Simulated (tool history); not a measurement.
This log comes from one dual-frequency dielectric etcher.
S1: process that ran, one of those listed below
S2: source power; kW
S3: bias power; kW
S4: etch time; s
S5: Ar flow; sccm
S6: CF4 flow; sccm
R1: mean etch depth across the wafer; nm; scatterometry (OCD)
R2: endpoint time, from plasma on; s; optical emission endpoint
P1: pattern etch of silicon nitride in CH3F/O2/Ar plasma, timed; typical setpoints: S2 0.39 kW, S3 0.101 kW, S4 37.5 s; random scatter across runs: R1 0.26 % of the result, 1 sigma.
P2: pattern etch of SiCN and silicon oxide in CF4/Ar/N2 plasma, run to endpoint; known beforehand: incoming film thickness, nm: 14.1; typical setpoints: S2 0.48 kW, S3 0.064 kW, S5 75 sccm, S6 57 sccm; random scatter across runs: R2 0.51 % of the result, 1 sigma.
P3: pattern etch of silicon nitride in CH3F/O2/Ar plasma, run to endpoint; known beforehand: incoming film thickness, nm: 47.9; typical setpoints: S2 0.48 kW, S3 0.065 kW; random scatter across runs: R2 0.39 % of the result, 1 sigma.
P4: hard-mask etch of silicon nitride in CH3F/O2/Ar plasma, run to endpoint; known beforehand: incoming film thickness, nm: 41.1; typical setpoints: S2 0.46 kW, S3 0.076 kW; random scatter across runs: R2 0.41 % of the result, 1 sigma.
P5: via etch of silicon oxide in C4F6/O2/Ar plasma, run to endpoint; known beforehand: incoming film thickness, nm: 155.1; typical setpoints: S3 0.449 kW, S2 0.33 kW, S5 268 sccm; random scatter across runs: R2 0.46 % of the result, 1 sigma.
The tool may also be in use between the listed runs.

Run 1, hour 16.7: S1 P1, S2 0.39 kW, S3 0.101 kW, S4 37.5 s. Result: R1 29.199 nm.
Run 2, hour 31.9: S1 P4, S2 0.46 kW, S3 0.076 kW. Result: R2 53.236 s.
Run 3, hour 43.2: S1 P1, S2 0.39 kW, S3 0.101 kW, S4 37.5 s. Result: R1 29.251 nm.
Run 4, hour 61.1: S1 P2, S2 0.48 kW, S3 0.064 kW, S5 75 sccm, S6 57 sccm. Result: R2 16.389 s.
Run 5, hour 77.3: S1 P1, S2 0.39 kW, S3 0.101 kW, S4 37.5 s. Result: R1 29.193 nm.
Run 6, hour 90.6: S1 P4, S2 0.46 kW, S3 0.076 kW. Result: R2 53.503 s.
Run 7, hour 101.6: S1 P1, S2 0.39 kW, S3 0.082 kW, S4 37.5 s. Result: R1 27.116 nm.
Run 8, hour 114.2: S1 P1, S2 0.39 kW, S3 0.101 kW, S4 37.5 s. Result: R1 29.226 nm.
Run 9, hour 127.5: S1 P1, S2 0.39 kW, S3 0.101 kW, S4 46 s. Result: R1 35.729 nm.
Run 10, hour 143.2: S1 P1, S2 0.39 kW, S3 0.101 kW, S4 37.5 s. Result: R1 29.31 nm.
Run 11, hour 160.3: S1 P3, S2 0.65 kW, S3 0.065 kW. Result: R2 56.88 s.
Run 12, hour 171: S1 P2, S2 0.48 kW, S3 0.064 kW, S5 55 sccm, S6 57 sccm. Result: R2 15.727 s.
Run 13, hour 188: S1 P1, S2 0.39 kW, S3 0.101 kW, S4 37.5 s. Result: R1 29.135 nm.
Run 14, hour 201.7: S1 P2, S2 0.48 kW, S3 0.064 kW, S5 75 sccm, S6 77 sccm. Result: R2 15.84 s.
Run 15, hour 217.7: S1 P5, S2 0.33 kW, S3 0.449 kW, S5 164 sccm. Result: R2 36.674 s.
Run 16, hour 227.4: S1 P1, S2 0.39 kW, S3 0.123 kW, S4 37.5 s. Result: R1 31.299 nm.
Run 17, hour 237.7: S1 P4, S2 0.28 kW, S3 0.076 kW. Result: R2 64.546 s.
Run 18, hour 252.5: S1 P1, S2 0.26 kW, S3 0.082 kW, S4 37.5 s. Result: R1 23.208 nm.
Run 19, hour 261.6: S1 P5, S2 0.44 kW, S3 0.449 kW, S5 268 sccm. Result: R2 34.743 s.
Run 20, hour 273.3: S1 P5, S2 0.33 kW, S3 0.289 kW, S5 268 sccm. Result: R2 45.625 s.
Run 21, hour 283.9: S1 P2, S2 0.48 kW, S3 0.064 kW, S5 75 sccm, S6 57 sccm. Result: R2 16.586 s.
Run 22, hour 298.9: S1 P3, S2 0.48 kW, S3 0.065 kW. Result: R2 63.768 s.
Run 23, hour 312.8: S1 P1, S2 0.27 kW, S3 0.101 kW, S4 37.5 s. Result: R1 25.416 nm.
Run 24, hour 325.4: S1 P5, S2 0.33 kW, S3 0.449 kW, S5 268 sccm. Result: R2 38.785 s.
Run 25, hour 342.3: S1 P3, S2 0.48 kW, S3 0.065 kW. Result: R2 63.965 s.
Run 26, hour 351.8: S1 P3, S2 0.48 kW, S3 0.04 kW. Result: R2 74.185 s.
Run 27, hour 362.7: S1 P1, S2 0.55 kW, S3 0.101 kW, S4 37.5 s. Result: R1 33.167 nm.
Run 28, hour 374.4: S1 P2, S2 0.48 kW, S3 0.04 kW, S5 75 sccm, S6 57 sccm. Result: R2 19.189 s.
Run 29, hour 385.2: S1 P2, S2 0.65 kW, S3 0.064 kW, S5 75 sccm, S6 57 sccm. Result: R2 12.602 s.
Run 30, hour 396.9: S1 P4, S2 0.46 kW, S3 0.093 kW. Result: R2 49.802 s.
Run 31, hour 405.5: S1 P1, S2 0.39 kW, S3 0.101 kW, S4 27.5 s. Result: R1 21.394 nm.
Run 32, hour 420.1: S1 P1, S2 0.24 kW, S3 0.101 kW, S4 27.5 s. Result: R1 17.934 nm.
Run 33, hour 432.7: S1 P1, S2 0.39 kW, S3 0.101 kW, S4 37.5 s. Result: R1 29.297 nm.
Run 34, hour 447.7: S1 P1, S2 0.39 kW, S3 0.101 kW, S4 37.5 s. Result: R1 29.087 nm.
Run 35, hour 465.5: S1 P1, S2 0.39 kW, S3 0.101 kW, S4 37.5 s. Result: R1 28.868 nm.
Run 36, hour 474.8: S1 P1, S2 0.39 kW, S3 0.101 kW, S4 37.5 s. Result: R1 28.909 nm.
Run 37, hour 488.5: S1 P1, S2 0.39 kW, S3 0.101 kW, S4 37.5 s. Result: R1 28.751 nm.
At hour 492.3: wet clean of the chamber.
Run 38, hour 503.8: S1 P1, S2 0.39 kW, S3 0.101 kW, S4 37.5 s. Result: R1 28.799 nm.
Run 39, hour 518.5: S1 P1, S2 0.39 kW, S3 0.101 kW, S4 37.5 s. Result: R1 28.703 nm.
Run 40, hour 531.3: S1 P1, S2 0.39 kW, S3 0.101 kW, S4 37.5 s. Result: R1 28.668 nm.

The log shows P1 creeping away from where it was. Any of the 2 causes listed here, at the size stated for it, fits the log just as well as the others:
A: bias power that arrives under what is set, % = 3.93
B: source power that arrives under what is set, % = 3.88
Onset of the creep was near hour 432.7.
The rest of the possible causes, and what rules out each one:
chamber walls in a state that lowers the etch rate, %: its service at hour 492.3 followed the start of the drift and did not put the process back to its old value

Of the 4 check runs below, each run on 3 wafers with the results averaged and each result still a question mark, which one would tell the listed causes apart?
Run check 1, hour 544.1: S1 P4, S2 0.46 kW, S3 0.076 kW. Result: R2 ?.
Run check 2, hour 544.1: S1 P5, S2 0.33 kW, S3 0.449 kW, S5 268 sccm. Result: R2 ?.
Run check 3, hour 544.1: S1 P3, S2 0.48 kW, S3 0.065 kW. Result: R2 ?.
Run check 4, hour 544.1: S1 P2, S2 0.48 kW, S3 0.064 kW, S5 75 sccm, S6 57 sccm. Result: R2 ?.

If the cause were each of the candidates in turn, the checks would give the following:
  check  result    if A    if B
check 1      R2  54.188  54.259
check 2      R2  39.352  39.343
check 3      R2  64.857  64.989
check 4      R2  16.745  17.121
Smallest distance between any two causes, each pair judged by its most separating result, in per cent: check 1 0.13 %; check 2 0.02 %; check 3 0.2 %; check 4 2.22 %
Check 4 is the one run that separates the causes; every other check would come out nearly the same whichever cause is at work.

Here is what check 4 returned: R2 16.753 s. Which cause is it?

A is the cause: bias power that arrives under what is set, %.
